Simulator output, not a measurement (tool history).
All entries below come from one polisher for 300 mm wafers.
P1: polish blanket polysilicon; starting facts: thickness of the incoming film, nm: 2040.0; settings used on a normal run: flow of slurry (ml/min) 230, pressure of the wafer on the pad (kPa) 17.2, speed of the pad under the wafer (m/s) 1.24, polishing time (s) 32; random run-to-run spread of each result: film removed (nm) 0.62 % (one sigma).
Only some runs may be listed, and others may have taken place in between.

run   hour  flow of slurry (ml/min)  pressure of the wafer on the pad (kPa)  speed of the pad under the wafer (m/s)  polishing time (s)  wafers polished on this pad  hours since the slurry nozzle was cleaned  hours since the head pressure was calibrated  film removed (nm)
  1    7.4                      230                                    17.2                                    1.24                  32                          840                                       93.8                                         166.1             338.13
  2   16.2                      140                                    17.2                                    1.24                  32                          969                                      102.6                                         174.9             312.07
  3   21.1                      295                                    17.2                                    0.92                  32                         1040                                      107.5                                         179.8             257.33
  4   29.6                      335                                    17.2                                    1.24                  32                         1165                                        116                                         188.3             349.26
  5   37.4                      230                                    17.2                                    1.24                  32                         1279                                      123.8                                         196.1             338.14
  6   46.3                      230                                    26.9                                    1.24                  32                         1409                                      132.7                                           205             531.39
  7   53.4                      230                                    17.2                                    1.24                  50                         1513                                      139.8                                         212.1             531.46
  8   58.3                      230                                    17.2                                     1.8                  32                         1585                                      144.7                                           217             486.39
      59.7  -- head pressure recalibrated
  9   68.9                      230                                    17.2                                    1.24                  32                         1740                                      155.3                                           9.2             338.42
 10   79.7                      230                                    17.2                                    1.24                  23                         1898                                      166.1                                            20             242.31
 11   90.7                      230                                    17.2                                    1.24                  32                         2059                                      177.1                                            31             341.55
 12   99.7                      230                                    17.2                                    0.58                  32                         2190                                      186.1                                            40              156.7
 13  105.9                      230                                       9                                    1.24                  32                         2281                                      192.3                                          46.2             176.12
 14  112.5                      230                                    17.2                                    1.24                  32                         2378                                      198.9                                          52.8             334.56
 15  122.3                      230                                    17.2                                    1.24                  32                         2521                                      208.7                                          62.6             336.58
 16  128.8                      230                                    17.2                                    1.24                  32                         2616                                      215.2                                          69.1             336.11
 17    138                      230                                    17.2                                    1.24                  32                         2751                                      224.4                                          78.3             328.29
 18  144.9                      230                                    17.2                                    1.24                  32                         2852                                      231.3                                          85.2             329.99
 19  156.2                      230                                    17.2                                    1.24                  32                         3017                                      242.6                                          96.5             325.45
 20  162.1                      230                                    17.2                                    1.24                  32                         3103                                      248.5                                         102.4             319.19
     166.9  -- worn pad replaced by a new one
 21    173                      230                                    17.2                                    1.24                  32                           89                                      259.4                                         113.3             319.58
 22  182.2                      230                                    17.2                                    1.24                  32                          224                                      268.6                                         122.5             321.52

Compared with where it was, what P1 gives has crept away. Each cause listed below fits the log as well as the rest, at the size given for it:
A: slurry flow missing at the pad, % = 30.8
B: head's pressure below its setpoint, % = 4.98
The creep began at about hour 128.8.
What rules out each remaining cause:
removal rate lost through wear of the pad, %: was serviced at hour 166.9, once the creep was under way, yet the earlier output never came back

The 4 check runs listed below each average the results of 3 wafers, and their outcomes are marked with question marks. Under which run would the listed causes produce clearly different results?
check 1  191.4                      140                                    17.2                                    1.24                  24                                                                                                                                        ?
check 2  191.4                      230                                    25.5                                     1.5                  32                                                                                                                                        ?
check 3  191.4                      230                                    17.2                                    0.82                  32                                                                                                                                        ?
check 4  191.4                      230                                    17.2                                     1.5                  32                                                                                                                                        ?

Check results expected under each cause:
  check             result    if A    if B
check 1  film removed (nm)   217.6  224.12
check 2  film removed (nm)  575.75  575.77
check 3  film removed (nm)  212.67  212.67
check 4  film removed (nm)  389.02  389.03
Minimum pairwise separation of causes per check, each pair taken at its best-separating result: check 1 2.95 %; check 2 0 %; check 3 0 %; check 4 0 %
Only check 1 tells the causes apart: in the others they would give nearly the same result.

Running check 1 produced the following: film removed (nm) 219. Which one of the listed causes fits?

It is A: slurry flow missing at the pad, %.

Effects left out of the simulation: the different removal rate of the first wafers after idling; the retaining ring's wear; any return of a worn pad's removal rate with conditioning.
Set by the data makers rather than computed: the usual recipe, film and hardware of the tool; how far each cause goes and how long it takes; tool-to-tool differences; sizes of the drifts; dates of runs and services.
